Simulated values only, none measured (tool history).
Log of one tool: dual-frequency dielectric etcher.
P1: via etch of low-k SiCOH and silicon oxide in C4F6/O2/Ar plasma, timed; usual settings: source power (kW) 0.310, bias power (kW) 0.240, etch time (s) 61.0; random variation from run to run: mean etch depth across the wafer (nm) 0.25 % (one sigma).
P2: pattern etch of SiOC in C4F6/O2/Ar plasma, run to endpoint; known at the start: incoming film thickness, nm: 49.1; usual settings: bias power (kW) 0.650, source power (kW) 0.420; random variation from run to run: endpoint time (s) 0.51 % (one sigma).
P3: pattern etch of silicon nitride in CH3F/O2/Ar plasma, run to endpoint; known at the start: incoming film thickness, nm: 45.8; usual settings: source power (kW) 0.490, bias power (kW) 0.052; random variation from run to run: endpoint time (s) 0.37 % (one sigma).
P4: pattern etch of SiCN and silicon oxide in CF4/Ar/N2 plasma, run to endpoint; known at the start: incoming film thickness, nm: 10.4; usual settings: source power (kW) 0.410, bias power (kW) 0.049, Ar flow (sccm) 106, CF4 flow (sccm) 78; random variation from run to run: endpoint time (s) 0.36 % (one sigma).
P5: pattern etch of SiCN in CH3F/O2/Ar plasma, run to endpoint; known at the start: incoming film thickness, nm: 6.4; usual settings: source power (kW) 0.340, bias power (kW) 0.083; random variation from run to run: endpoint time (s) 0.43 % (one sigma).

run,hour,process that ran,source power (kW),bias power (kW),etch time (s),Ar flow (sccm),CF4 flow (sccm),hours since the last wet clean,hours since the last source power generator calibration,hours since the last bias power generator calibration,mean etch depth across the wafer (nm),endpoint time (s)
1,3.5,P1,0.310,0.240,61.0,,,278.4,618.6,877.3,171.07,
2,7.7,P1,0.240,0.240,61.0,,,282.6,622.8,881.5,155.89,
3,11.6,P3,0.490,0.052,,,,286.5,626.7,885.4,,69.934
4,16.9,P2,0.420,0.531,,,,291.8,632.0,890.7,,15.730
5,21.3,P3,0.490,0.035,,,,296.2,636.4,895.1,,78.413
6,24.9,P1,0.310,0.240,89.0,,,299.8,640.0,898.7,250.74,
7,29.7,P1,0.310,0.240,33.5,,,304.6,644.8,903.5,93.89,
8,35.1,P1,0.310,0.240,61.0,,,310.0,650.2,908.9,171.21,
# hour 37.0: wet clean of the chamber
9,39.8,P5,0.460,0.083,,,,2.8,654.9,913.6,,15.021
10,45.3,P2,0.420,0.650,,,,8.3,660.4,919.1,,14.552
11,48.7,P4,0.320,0.049,,106,78,11.7,663.8,922.5,,18.734
12,55.2,P4,0.410,0.049,,106,78,18.2,670.3,929.0,,15.033
13,61.5,P1,0.310,0.175,33.5,,,24.5,676.6,935.3,84.49,
14,66.4,P3,0.490,0.052,,,,29.4,681.5,940.2,,69.921
15,71.8,P1,0.310,0.240,61.0,,,34.8,686.9,945.6,171.28,
16,77.6,P3,0.690,0.052,,,,40.6,692.7,951.4,,61.091
17,82.0,P4,0.410,0.049,,80,78,45.0,697.1,955.8,,14.415
18,87.3,P2,0.310,0.650,,,,50.3,702.4,961.1,,16.093
19,93.2,P1,0.390,0.240,61.0,,,56.2,708.3,967.0,186.80,
20,98.5,P2,0.420,0.650,,,,61.5,713.6,972.3,,14.596
21,104.8,P1,0.310,0.194,61.0,,,67.8,719.9,978.6,159.31,
22,108.6,P1,0.310,0.240,61.0,,,71.6,723.7,982.4,172.21,
23,115.2,P4,0.410,0.059,,106,78,78.2,730.3,989.0,,14.213
24,121.9,P1,0.310,0.240,61.0,,,84.9,737.0,995.7,171.16,
25,127.7,P5,0.340,0.048,,,,90.7,742.8,1001.5,,20.401
26,132.8,P1,0.310,0.240,61.0,,,95.8,747.9,1006.6,170.86,
27,137.3,P4,0.410,0.049,,106,94,100.3,752.4,1011.1,,14.560
28,142.4,P5,0.340,0.083,,,,105.4,757.5,1016.2,,16.779
29,147.7,P1,0.310,0.304,61.0,,,110.7,762.8,1021.5,185.32,
30,153.6,P1,0.310,0.240,61.0,,,116.6,768.7,1027.4,170.39,
31,159.4,P1,0.310,0.240,61.0,,,122.4,774.5,1033.2,172.33,
32,163.6,P1,0.310,0.240,61.0,,,126.6,778.7,1037.4,172.29,
33,169.6,P1,0.310,0.240,61.0,,,132.6,784.7,1043.4,174.07,
34,175.2,P1,0.310,0.240,61.0,,,138.2,790.3,1049.0,172.82,
35,180.5,P1,0.310,0.240,61.0,,,143.5,795.6,1054.3,172.97,
# hour 182.6: wet clean of the chamber
36,187.0,P1,0.310,0.240,61.0,,,4.4,802.1,1060.8,173.79,
37,190.8,P1,0.310,0.240,61.0,,,8.2,805.9,1064.6,173.31,
38,195.3,P1,0.310,0.240,61.0,,,12.7,810.4,1069.1,174.21,
39,200.7,P1,0.310,0.240,61.0,,,18.1,815.8,1074.5,173.85,
40,206.1,P1,0.310,0.240,61.0,,,23.5,821.2,1079.9,173.64,

What P1 gives has crept away from where it was. These 2 causes fit the log equally well, each at the size given:
A: source power that arrives over what is set, % = 4.04
B: bias power that arrives over what is set, % = 4.51
The creep began at about hour 153.6.
Why every other cause is out:
chamber walls in a state that raises the etch rate, %: serviced at hour 182.6, which brought nothing back

4 check runs are offered, each on 2 wafers whose results are averaged, their results left as question marks. Which one tells the causes apart?
check 1,211.5,P5,0.340,0.083,,,,,,,,?
check 2,211.5,P2,0.420,0.650,,,,,,,,?
check 3,211.5,P4,0.410,0.049,,106,78,,,,,?
check 4,211.5,P3,0.490,0.052,,,,,,,,?

What each check would give under each cause:
check,result,if A,if B
check 1,endpoint time (s),16.547,16.521
check 2,endpoint time (s),14.328,14.290
check 3,endpoint time (s),14.548,14.867
check 4,endpoint time (s),68.796,68.912
How far apart the two closest causes lie, in the result that separates them most: check 1 0.16 %; check 2 0.26 %; check 3 2.17 %; check 4 0.17 %
Only check 3 tells the causes apart: in the others they would give nearly the same result.

Check 3 was then run and gave: endpoint time (s) 14.583. Which cause is it?

It is A: source power that arrives over what is set, %.

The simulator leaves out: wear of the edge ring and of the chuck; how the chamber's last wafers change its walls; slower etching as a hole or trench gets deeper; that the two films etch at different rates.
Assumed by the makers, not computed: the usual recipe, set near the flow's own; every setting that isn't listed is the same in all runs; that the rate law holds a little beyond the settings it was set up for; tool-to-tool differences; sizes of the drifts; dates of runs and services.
